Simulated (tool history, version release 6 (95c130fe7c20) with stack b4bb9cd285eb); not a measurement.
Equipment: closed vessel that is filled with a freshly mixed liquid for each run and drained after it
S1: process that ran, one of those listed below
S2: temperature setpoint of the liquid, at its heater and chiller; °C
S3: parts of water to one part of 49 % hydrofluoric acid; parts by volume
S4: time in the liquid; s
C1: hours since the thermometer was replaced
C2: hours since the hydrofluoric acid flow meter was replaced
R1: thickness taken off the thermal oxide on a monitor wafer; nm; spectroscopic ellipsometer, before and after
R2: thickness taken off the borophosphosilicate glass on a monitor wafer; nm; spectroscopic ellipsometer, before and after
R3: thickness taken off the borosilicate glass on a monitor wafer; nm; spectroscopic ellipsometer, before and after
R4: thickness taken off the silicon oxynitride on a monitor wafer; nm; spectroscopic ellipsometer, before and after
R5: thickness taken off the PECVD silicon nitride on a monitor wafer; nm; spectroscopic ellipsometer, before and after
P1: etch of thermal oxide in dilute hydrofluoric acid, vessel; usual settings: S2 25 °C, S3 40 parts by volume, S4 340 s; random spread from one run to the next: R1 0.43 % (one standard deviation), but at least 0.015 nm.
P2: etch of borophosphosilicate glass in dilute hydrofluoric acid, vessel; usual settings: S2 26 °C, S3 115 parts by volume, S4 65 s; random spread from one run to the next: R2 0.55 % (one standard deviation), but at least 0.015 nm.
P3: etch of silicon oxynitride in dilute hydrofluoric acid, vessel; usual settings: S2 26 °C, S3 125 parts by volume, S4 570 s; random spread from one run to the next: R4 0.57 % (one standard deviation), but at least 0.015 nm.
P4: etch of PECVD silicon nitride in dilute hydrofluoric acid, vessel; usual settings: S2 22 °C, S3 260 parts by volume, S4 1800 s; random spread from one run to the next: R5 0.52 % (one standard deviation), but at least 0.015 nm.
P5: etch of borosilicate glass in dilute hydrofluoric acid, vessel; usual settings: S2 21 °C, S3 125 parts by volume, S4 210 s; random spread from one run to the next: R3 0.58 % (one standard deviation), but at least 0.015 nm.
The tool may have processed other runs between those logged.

run	day	S1	S2	S3	S4	C1	C2	R1	R2	R3	R4	R5
1	0.175	P1	25	40	340	501.2	548.6	44.229				
2	0.412	P1	25	40	340	506.9	554.3	44.189				
3	0.554	P2	31.5	115	65	510.3	557.7		28.096			
4	0.729	P5	21	125	360	514.5	561.9			73.201		
5	1.021	P1	25	40	340	521.5	568.9	44.064				
6	1.254	P3	26	125	570	527.1	574.5				21.537	
7	1.579	P4	22	260	250	534.9	582.3					1.8854
8	1.742	P1	25	40	535	538.8	586.2	69.704				
9	2	P4	22	475	1800	545	592.4					7.5025
10	2.162	P2	26	25	65	548.9	596.3		120.48			
11	2.421	P1	25	40	340	555.1	602.5	44.481				
12	2.662	P4	22	260	1800	560.9	608.3					13.599
13	2.846	P3	20	125	570	565.3	612.7				16.427	
14	3.108	P1	25	20	340	571.6	619	90.995				
15	3.329	P1	29.5	60	340	576.9	624.3	34.306				
16	3.608	P1	25	40	340	583.6	631	44.509				
17	3.762	P1	17	40	340	587.3	634.7	31.578				
18	4.088	P1	25	60	340	595.1	642.5	28.868				
19	4.412	P1	25	40	150	602.9	650.3	19.798				
20	4.558	P4	22	260	1800	606.4	653.8					13.728
21	4.788	P1	25	20	635	611.9	659.3	170.8				
22	4.938	P4	17	260	1800	615.5	662.9					9.9767
23	5.171	P2	26	115	110	621.1	668.5		39.161			
24	5.4	P1	31.5	40	340	626.6	674	57.113				
25	5.725	P5	21	50	210	634.4	681.8			116.66		
26	6	P5	17	125	210	641	688.4			36.33		
27	6.179	P3	26	125	110	645.3	692.7				4.2459	

Estimate the outcome of run 28 from the log above:
28	6.471	P5	21	125	210	652.3	699.7			?		

R3: 43.079 nm
